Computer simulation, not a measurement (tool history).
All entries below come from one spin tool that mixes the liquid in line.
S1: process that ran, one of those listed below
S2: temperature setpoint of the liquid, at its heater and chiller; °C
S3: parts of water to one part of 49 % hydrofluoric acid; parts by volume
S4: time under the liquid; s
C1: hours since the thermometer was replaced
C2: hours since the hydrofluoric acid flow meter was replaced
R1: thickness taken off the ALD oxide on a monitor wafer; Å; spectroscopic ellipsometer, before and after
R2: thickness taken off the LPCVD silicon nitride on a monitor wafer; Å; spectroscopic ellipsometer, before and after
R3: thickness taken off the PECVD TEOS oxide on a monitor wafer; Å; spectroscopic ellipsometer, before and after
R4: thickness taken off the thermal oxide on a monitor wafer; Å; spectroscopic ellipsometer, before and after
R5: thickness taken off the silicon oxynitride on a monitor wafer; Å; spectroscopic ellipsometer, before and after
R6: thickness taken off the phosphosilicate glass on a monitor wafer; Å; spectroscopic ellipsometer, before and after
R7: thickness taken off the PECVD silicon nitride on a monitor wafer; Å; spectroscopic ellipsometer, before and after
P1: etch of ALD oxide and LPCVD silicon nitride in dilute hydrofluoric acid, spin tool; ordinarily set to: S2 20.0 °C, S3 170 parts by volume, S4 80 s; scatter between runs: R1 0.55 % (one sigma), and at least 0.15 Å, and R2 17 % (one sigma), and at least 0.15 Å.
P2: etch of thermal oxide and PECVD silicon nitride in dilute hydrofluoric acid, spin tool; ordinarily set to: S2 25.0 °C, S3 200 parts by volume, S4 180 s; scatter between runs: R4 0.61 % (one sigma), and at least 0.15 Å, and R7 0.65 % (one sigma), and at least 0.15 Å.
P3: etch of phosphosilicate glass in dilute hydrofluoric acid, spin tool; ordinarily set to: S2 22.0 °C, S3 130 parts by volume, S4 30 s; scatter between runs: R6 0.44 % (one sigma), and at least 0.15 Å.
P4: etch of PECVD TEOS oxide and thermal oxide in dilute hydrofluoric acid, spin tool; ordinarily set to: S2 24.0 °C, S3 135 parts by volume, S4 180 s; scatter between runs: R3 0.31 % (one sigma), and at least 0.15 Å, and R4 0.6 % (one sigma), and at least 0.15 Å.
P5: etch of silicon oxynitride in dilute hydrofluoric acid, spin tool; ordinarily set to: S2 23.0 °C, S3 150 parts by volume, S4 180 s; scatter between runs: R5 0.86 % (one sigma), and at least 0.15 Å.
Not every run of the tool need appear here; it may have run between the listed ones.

Run 1, hour 5.1: S1 P1, S2 20.0 °C, S3 170 parts by volume, S4 80 s; C1 533.5; C2 230.4. Result: R1 82.628 Å, R2 1.65240 Å.
Run 2, hour 10.2: S1 P1, S2 20.0 °C, S3 170 parts by volume, S4 80 s; C1 538.6; C2 235.5. Result: R1 81.981 Å, R2 1.91560 Å.
Run 3, hour 16.4: S1 P4, S2 24.0 °C, S3 135 parts by volume, S4 180 s; C1 544.8; C2 241.7. Result: R3 141.970 Å, R4 61.132 Å.
Run 4, hour 25.8: S1 P1, S2 20.0 °C, S3 170 parts by volume, S4 80 s; C1 554.2; C2 251.1. Result: R1 82.698 Å, R2 1.90820 Å.
Run 5, hour 34.4: S1 P5, S2 23.0 °C, S3 150 parts by volume, S4 180 s; C1 562.8; C2 259.7. Result: R5 31.2910 Å.
Run 6, hour 41.8: S1 P3, S2 22.0 °C, S3 225 parts by volume, S4 30 s; C1 570.2; C2 267.1. Result: R6 209.29 Å.
Run 7, hour 47.6: S1 P1, S2 20.0 °C, S3 170 parts by volume, S4 15 s; C1 576.0; C2 272.9. Result: R1 15.483 Å, R2 0.38445 Å.
Run 8, hour 56.9: S1 P3, S2 22.0 °C, S3 130 parts by volume, S4 50 s; C1 585.3; C2 282.2. Result: R6 667.42 Å.
Run 9, hour 64.4: S1 P3, S2 17.0 °C, S3 130 parts by volume, S4 30 s; C1 592.8; C2 289.7. Result: R6 329.51 Å.
Run 10, hour 72.7: S1 P1, S2 20.0 °C, S3 285 parts by volume, S4 80 s; C1 601.1; C2 298.0. Result: R1 44.335 Å, R2 1.16720 Å.
Run 11, hour 81.8: S1 P4, S2 19.0 °C, S3 135 parts by volume, S4 180 s; C1 610.2; C2 307.1. Result: R3 117.010 Å, R4 50.038 Å.
Run 12, hour 89.7: S1 P5, S2 23.0 °C, S3 150 parts by volume, S4 20 s; C1 618.1; C2 315.0. Result: R5 3.4978 Å.
Run 13, hour 94.8: S1 P4, S2 24.0 °C, S3 135 parts by volume, S4 180 s; C1 623.2; C2 320.1. Result: R3 142.420 Å, R4 60.786 Å.
Run 14, hour 102.5: S1 P4, S2 24.0 °C, S3 230 parts by volume, S4 180 s; C1 630.9; C2 327.8. Result: R3 75.096 Å, R4 32.161 Å.
Run 15, hour 108.7: S1 P2, S2 25.0 °C, S3 115 parts by volume, S4 180 s; C1 637.1; C2 334.0. Result: R4 76.390 Å, R7 78.475 Å.
Run 16, hour 114.1: S1 P5, S2 23.0 °C, S3 215 parts by volume, S4 180 s; C1 642.5; C2 339.4. Result: R5 20.5820 Å.
Run 17, hour 122.7: S1 P2, S2 18.5 °C, S3 200 parts by volume, S4 180 s; C1 651.1; C2 348.0. Result: R4 30.634 Å, R7 29.552 Å.
Run 18, hour 131.4: S1 P3, S2 22.0 °C, S3 130 parts by volume, S4 30 s; C1 659.8; C2 356.7. Result: R6 403.93 Å.
Run 19, hour 137.0: S1 P1, S2 20.0 °C, S3 80 parts by volume, S4 80 s; C1 665.4; C2 362.3. Result: R1 192.930 Å, R2 3.38020 Å.
Run 20, hour 145.0: S1 P5, S2 27.0 °C, S3 150 parts by volume, S4 180 s; C1 673.4; C2 370.3. Result: R5 36.7180 Å.
Run 21, hour 151.1: S1 P2, S2 25.0 °C, S3 200 parts by volume, S4 180 s; C1 679.5; C2 376.4. Result: R4 39.540 Å, R7 45.077 Å.
Run 22, hour 157.9: S1 P1, S2 20.0 °C, S3 170 parts by volume, S4 80 s; C1 686.3; C2 383.2. Result: R1 81.860 Å, R2 1.02980 Å.
Run 23, hour 164.0: S1 P2, S2 25.0 °C, S3 200 parts by volume, S4 180 s; C1 692.4; C2 389.3. Result: R4 39.680 Å, R7 45.168 Å.
Run 24, hour 171.9: S1 P1, S2 17.0 °C, S3 85 parts by volume, S4 80 s; C1 700.3; C2 397.2. Result: R1 159.760 Å, R2 2.63510 Å.
Run 25, hour 181.2: S1 P1, S2 24.5 °C, S3 170 parts by volume, S4 80 s; C1 709.6; C2 406.5. Result: R1 98.167 Å, R2 2.19210 Å.
Run 26, hour 190.1: S1 P4, S2 24.0 °C, S3 135 parts by volume, S4 35 s; C1 718.5; C2 415.4. Result: R3 27.720 Å, R4 11.903 Å.
Run 27, hour 195.1: S1 P1, S2 20.0 °C, S3 170 parts by volume, S4 120 s; C1 723.5; C2 420.4. Result: R1 123.350 Å, R2 2.41920 Å.
Run 28, hour 202.5: S1 P5, S2 23.0 °C, S3 150 parts by volume, S4 180 s; C1 730.9; C2 427.8. Result: R5 31.1440 Å.
Run 29, hour 206.9: S1 P2, S2 25.0 °C, S3 200 parts by volume, S4 350 s; C1 735.3; C2 432.2. Result: R4 77.100 Å, R7 87.955 Å.
Run 30, hour 212.9: S1 P1, S2 20.0 °C, S3 170 parts by volume, S4 80 s; C1 741.3; C2 438.2. Result: R1 82.435 Å, R2 1.71090 Å.
Run 31, hour 219.0: S1 P1, S2 20.0 °C, S3 170 parts by volume, S4 80 s; C1 747.4; C2 444.3. Result: R1 82.116 Å, R2 1.99110 Å.
Run 32, hour 223.9: S1 P1, S2 17.0 °C, S3 170 parts by volume, S4 80 s; C1 752.3; C2 449.2. Result: R1 72.920 Å, R2 1.78060 Å.
Run 33, hour 229.8: S1 P1, S2 20.0 °C, S3 170 parts by volume, S4 80 s; C1 758.2; C2 455.1. Result: R1 82.253 Å, R2 1.70530 Å.
Run 34, hour 237.2: S1 P1, S2 20.0 °C, S3 170 parts by volume, S4 80 s; C1 765.6; C2 462.5. Result: R1 84.546 Å, R2 1.12810 Å.
Run 35, hour 243.3: S1 P1, S2 20.0 °C, S3 170 parts by volume, S4 80 s; C1 771.7; C2 468.6. Result: R1 85.136 Å, R2 1.84060 Å.
Run 36, hour 249.8: S1 P1, S2 20.0 °C, S3 170 parts by volume, S4 80 s; C1 778.2; C2 475.1. Result: R1 86.026 Å, R2 1.68100 Å.
Run 37, hour 255.7: S1 P1, S2 20.0 °C, S3 170 parts by volume, S4 80 s; C1 784.1; C2 481.0. Result: R1 86.808 Å, R2 1.83050 Å.
Run 38, hour 264.3: S1 P1, S2 20.0 °C, S3 170 parts by volume, S4 80 s; C1 792.7; C2 489.6. Result: R1 85.758 Å, R2 1.96220 Å.
Run 39, hour 270.0: S1 P1, S2 20.0 °C, S3 170 parts by volume, S4 80 s; C1 798.4; C2 495.3. Result: R1 86.754 Å, R2 1.50090 Å.
Run 40, hour 274.3: S1 P1, S2 20.0 °C, S3 170 parts by volume, S4 80 s; C1 802.7; C2 499.6. Result: R1 87.352 Å, R2 1.74470 Å.
Run 41, hour 279.6: S1 P1, S2 20.0 °C, S3 170 parts by volume, S4 80 s; C1 808.0; C2 504.9. Result: R1 86.441 Å, R2 1.86190 Å.
Run 42, hour 285.2: S1 P1, S2 20.0 °C, S3 170 parts by volume, S4 80 s; C1 813.6; C2 510.5. Result: R1 86.801 Å, R2 1.59730 Å.
Run 43, hour 289.8: S1 P1, S2 20.0 °C, S3 170 parts by volume, S4 80 s; C1 818.2; C2 515.1. Result: R1 86.941 Å, R2 2.06660 Å.

The log shows P1 creeping away from where it was. Any of the 2 causes listed here, at the size stated for it, fits the log just as well as the others:
A: hydrofluoric acid flow above the setpoint (%) = 4.97
B: liquid hotter than its thermometer reads (K) = 1.46
The drift started at roughly hour 229.8.

Which of the check runs below tells the causes apart, meaning the causes would give it clearly different results? Each run uses 2 wafers whose results are averaged, and each result is shown as a question mark.
Run check 1, hour 294.4: S1 P5, S2 26.5 °C, S3 150 parts by volume, S4 115 s. Result: R5 ?.
Run check 2, hour 294.4: S1 P3, S2 22.0 °C, S3 180 parts by volume, S4 30 s. Result: R6 ?.
Run check 3, hour 294.4: S1 P4, S2 19.0 °C, S3 135 parts by volume, S4 180 s. Result: R3 ?, R4 ?.
Run check 4, hour 294.4: S1 P2, S2 25.0 °C, S3 200 parts by volume, S4 345 s. Result: R4 ?, R7 ?.

What each check would give under each cause:
  check  result     if A     if B
check 1      R5  24.3350  24.5870
check 2      R6   291.65   291.05
check 3      R3  122.970  123.420
check 3      R4   52.705   52.898
check 4      R4   80.471   79.986
check 4      R7   91.476   95.459
Minimum pairwise separation of causes per check, each pair taken at its best-separating result: check 1 1.03 %; check 2 0.21 %; check 3 0.37 %; check 4 4.26 %
Check 4 tells the causes apart: in the others they would give nearly the same result.

Then check 4 was run and gave: R4 80.653 Å; R7 91.701 Å. Which cause is it?

A is the cause: hydrofluoric acid flow above the setpoint (%).
